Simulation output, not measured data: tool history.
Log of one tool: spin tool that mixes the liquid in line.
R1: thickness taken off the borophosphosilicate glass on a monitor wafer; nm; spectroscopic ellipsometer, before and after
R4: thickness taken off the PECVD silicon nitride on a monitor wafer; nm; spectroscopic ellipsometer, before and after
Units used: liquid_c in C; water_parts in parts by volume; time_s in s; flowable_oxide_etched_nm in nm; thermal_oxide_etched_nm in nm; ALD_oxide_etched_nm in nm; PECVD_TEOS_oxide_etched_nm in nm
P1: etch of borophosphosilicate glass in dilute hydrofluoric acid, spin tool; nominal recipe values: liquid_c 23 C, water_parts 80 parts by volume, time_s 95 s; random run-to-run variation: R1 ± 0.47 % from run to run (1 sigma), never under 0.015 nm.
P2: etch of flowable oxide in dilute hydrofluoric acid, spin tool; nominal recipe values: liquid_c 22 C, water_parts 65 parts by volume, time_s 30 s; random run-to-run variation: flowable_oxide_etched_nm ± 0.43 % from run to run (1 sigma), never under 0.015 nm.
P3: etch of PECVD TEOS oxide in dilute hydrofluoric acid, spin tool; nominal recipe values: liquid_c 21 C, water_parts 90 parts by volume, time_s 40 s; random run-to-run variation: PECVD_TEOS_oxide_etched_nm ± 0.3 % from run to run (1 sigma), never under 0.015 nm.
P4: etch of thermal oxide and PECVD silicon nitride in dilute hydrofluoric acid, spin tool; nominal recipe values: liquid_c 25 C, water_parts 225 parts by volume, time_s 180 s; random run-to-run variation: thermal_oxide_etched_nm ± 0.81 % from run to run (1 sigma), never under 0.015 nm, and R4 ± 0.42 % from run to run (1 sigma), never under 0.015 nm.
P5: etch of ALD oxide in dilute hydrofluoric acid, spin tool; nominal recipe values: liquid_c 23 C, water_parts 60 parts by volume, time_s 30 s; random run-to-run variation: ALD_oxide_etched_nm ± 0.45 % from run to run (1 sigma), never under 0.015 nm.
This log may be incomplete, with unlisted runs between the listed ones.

{"run": 1, "hour": 6.6, "process": "P1", "liquid_c": 23, "water_parts": 80, "time_s": 95, "R1": 45.206}
{"run": 2, "hour": 14.6, "process": "P2", "liquid_c": 22, "water_parts": 65, "time_s": 30, "flowable_oxide_etched_nm": 9.2556}
{"run": 3, "hour": 23.2, "process": "P4", "liquid_c": 25, "water_parts": 225, "time_s": 280, "thermal_oxide_etched_nm": 5.3711, "R4": 7.3945}
{"run": 4, "hour": 28.9, "process": "P4", "liquid_c": 25, "water_parts": 55, "time_s": 180, "thermal_oxide_etched_nm": 16.936, "R4": 19.019}
{"run": 5, "hour": 39.3, "process": "P1", "liquid_c": 17, "water_parts": 80, "time_s": 95, "R1": 35.499}
{"run": 6, "hour": 49.5, "process": "P5", "liquid_c": 23, "water_parts": 60, "time_s": 55, "ALD_oxide_etched_nm": 19.901}
{"run": 7, "hour": 61.0, "process": "P1", "liquid_c": 23, "water_parts": 140, "time_s": 20, "R1": 5.0893}
{"hour": 64.6, "done": "hydrofluoric acid flow meter replaced"}
{"run": 8, "hour": 72.4, "process": "P1", "liquid_c": 19.5, "water_parts": 80, "time_s": 35, "R1": 14.395}
{"run": 9, "hour": 85.0, "process": "P1", "liquid_c": 23, "water_parts": 115, "time_s": 95, "R1": 30.283}
{"run": 10, "hour": 94.4, "process": "P1", "liquid_c": 23, "water_parts": 50, "time_s": 165, "R1": 129.69}
{"run": 11, "hour": 105.3, "process": "P1", "liquid_c": 23, "water_parts": 80, "time_s": 95, "R1": 45.34}
{"run": 12, "hour": 114.9, "process": "P2", "liquid_c": 30, "water_parts": 65, "time_s": 30, "flowable_oxide_etched_nm": 12.875}
{"run": 13, "hour": 124.1, "process": "P1", "liquid_c": 23, "water_parts": 80, "time_s": 185, "R1": 88.959}
{"run": 14, "hour": 134.6, "process": "P2", "liquid_c": 22, "water_parts": 65, "time_s": 45, "flowable_oxide_etched_nm": 14.027}
{"run": 15, "hour": 144.8, "process": "P2", "liquid_c": 22, "water_parts": 110, "time_s": 30, "flowable_oxide_etched_nm": 5.2658}
{"run": 16, "hour": 156.6, "process": "P1", "liquid_c": 23, "water_parts": 80, "time_s": 95, "R1": 45.182}
{"run": 17, "hour": 167.7, "process": "P5", "liquid_c": 30.5, "water_parts": 60, "time_s": 30, "ALD_oxide_etched_nm": 14.759}
{"run": 18, "hour": 175.6, "process": "P1", "liquid_c": 23, "water_parts": 80, "time_s": 95, "R1": 45.07}
{"run": 19, "hour": 182.5, "process": "P1", "liquid_c": 26.5, "water_parts": 80, "time_s": 95, "R1": 52.507}
{"run": 20, "hour": 189.2, "process": "P1", "liquid_c": 23, "water_parts": 80, "time_s": 95, "R1": 45.582}
{"run": 21, "hour": 198.0, "process": "P3", "liquid_c": 21, "water_parts": 90, "time_s": 65, "PECVD_TEOS_oxide_etched_nm": 14.674}
{"run": 22, "hour": 205.0, "process": "P1", "liquid_c": 23, "water_parts": 80, "time_s": 25, "R1": 11.88}
{"run": 23, "hour": 210.6, "process": "P5", "liquid_c": 23, "water_parts": 40, "time_s": 30, "ALD_oxide_etched_nm": 16.797}
{"run": 24, "hour": 216.7, "process": "P4", "liquid_c": 25, "water_parts": 225, "time_s": 180, "thermal_oxide_etched_nm": 3.4005, "R4": 4.719}
{"run": 25, "hour": 227.8, "process": "P5", "liquid_c": 23, "water_parts": 60, "time_s": 30, "ALD_oxide_etched_nm": 10.827}
{"run": 26, "hour": 236.9, "process": "P4", "liquid_c": 30, "water_parts": 225, "time_s": 180, "thermal_oxide_etched_nm": 4.0613, "R4": 6.411}
{"run": 27, "hour": 243.5, "process": "P3", "liquid_c": 29.5, "water_parts": 90, "time_s": 40, "PECVD_TEOS_oxide_etched_nm": 12.583}
{"run": 28, "hour": 256.4, "process": "P1", "liquid_c": 23, "water_parts": 30, "time_s": 95, "R1": 129.53}
{"run": 29, "hour": 265.3, "process": "P1", "liquid_c": 23, "water_parts": 80, "time_s": 95, "R1": 45.466}
{"run": 30, "hour": 271.8, "process": "P4", "liquid_c": 25, "water_parts": 225, "time_s": 180, "thermal_oxide_etched_nm": 3.4134, "R4": 4.7321}
{"run": 31, "hour": 282.6, "process": "P2", "liquid_c": 22, "water_parts": 65, "time_s": 30, "flowable_oxide_etched_nm": 9.3194}
{"run": 32, "hour": 289.1, "process": "P3", "liquid_c": 21, "water_parts": 90, "time_s": 40, "PECVD_TEOS_oxide_etched_nm": 8.9668}
{"run": 33, "hour": 300.6, "process": "P3", "liquid_c": 21, "water_parts": 40, "time_s": 40, "PECVD_TEOS_oxide_etched_nm": 21.507}
{"run": 34, "hour": 310.5, "process": "P5", "liquid_c": 23, "water_parts": 60, "time_s": 30, "ALD_oxide_etched_nm": 10.842}
{"run": 35, "hour": 317.7, "process": "P1", "liquid_c": 23, "water_parts": 80, "time_s": 95, "R1": 45.256}
{"run": 36, "hour": 323.3, "process": "P1", "liquid_c": 23, "water_parts": 80, "time_s": 95, "R1": 44.221}
{"run": 37, "hour": 331.1, "process": "P1", "liquid_c": 23, "water_parts": 80, "time_s": 95, "R1": 43.482}
{"run": 38, "hour": 337.3, "process": "P1", "liquid_c": 23, "water_parts": 80, "time_s": 95, "R1": 43.027}
{"run": 39, "hour": 344.9, "process": "P1", "liquid_c": 23, "water_parts": 80, "time_s": 95, "R1": 42.321}
{"run": 40, "hour": 354.5, "process": "P1", "liquid_c": 23, "water_parts": 80, "time_s": 95, "R1": 42.473}
{"run": 41, "hour": 365.2, "process": "P1", "liquid_c": 23, "water_parts": 80, "time_s": 95, "R1": 42.387}

The log shows P1 creeping away from where it was. Any of the 2 causes listed here, at the size stated for it, fits the log just as well as the others:
A: liquid colder than its thermometer reads (K) = 1.57
B: hydrofluoric acid flow below the setpoint (%) = 5.66
The process output started creeping at around hour 317.7.

4 check runs are offered, one wafer each, their results left as question marks. Which one tells the causes apart?
{"run": "check 1", "hour": 375.9, "process": "P2", "liquid_c": 25.5, "water_parts": 110, "time_s": 30, "flowable_oxide_etched_nm": "?"}
{"run": "check 2", "hour": 375.9, "process": "P3", "liquid_c": 27.5, "water_parts": 90, "time_s": 65, "PECVD_TEOS_oxide_etched_nm": "?"}
{"run": "check 3", "hour": 375.9, "process": "P4", "liquid_c": 25, "water_parts": 120, "time_s": 180, "thermal_oxide_etched_nm": "?", "R4": "?"}
{"run": "check 4", "hour": 375.9, "process": "P5", "liquid_c": 30.5, "water_parts": 60, "time_s": 55, "ALD_oxide_etched_nm": "?"}

How each check would come out, cause by cause:
check=check_1 result=flowable_oxide_etched_nm if_A=5.6377 if_B=5.6087
check=check_2 result=PECVD_TEOS_oxide_etched_nm if_A=17.804 if_B=17.726
check=check_3 result=thermal_oxide_etched_nm if_A=6.7896 if_B=6.7501
check=check_3 result=R4 if_A=8.0033 if_B=8.3682
check=check_4 result=ALD_oxide_etched_nm if_A=25.341 if_B=25.275
Smallest distance between any two causes, each pair judged by its most separating result, in per cent: check 1 0.52 %; check 2 0.44 %; check 3 4.46 %; check 4 0.26 %
Of the check runs offered, only check 3 discriminates between the causes; the rest would read about the same regardless of which cause applies.

Here is what check 3 returned: thermal_oxide_etched_nm 6.8284 nm; R4 8.0123 nm. Which cause is it?

The correct cause is A, namely: liquid colder than its thermometer reads (K).
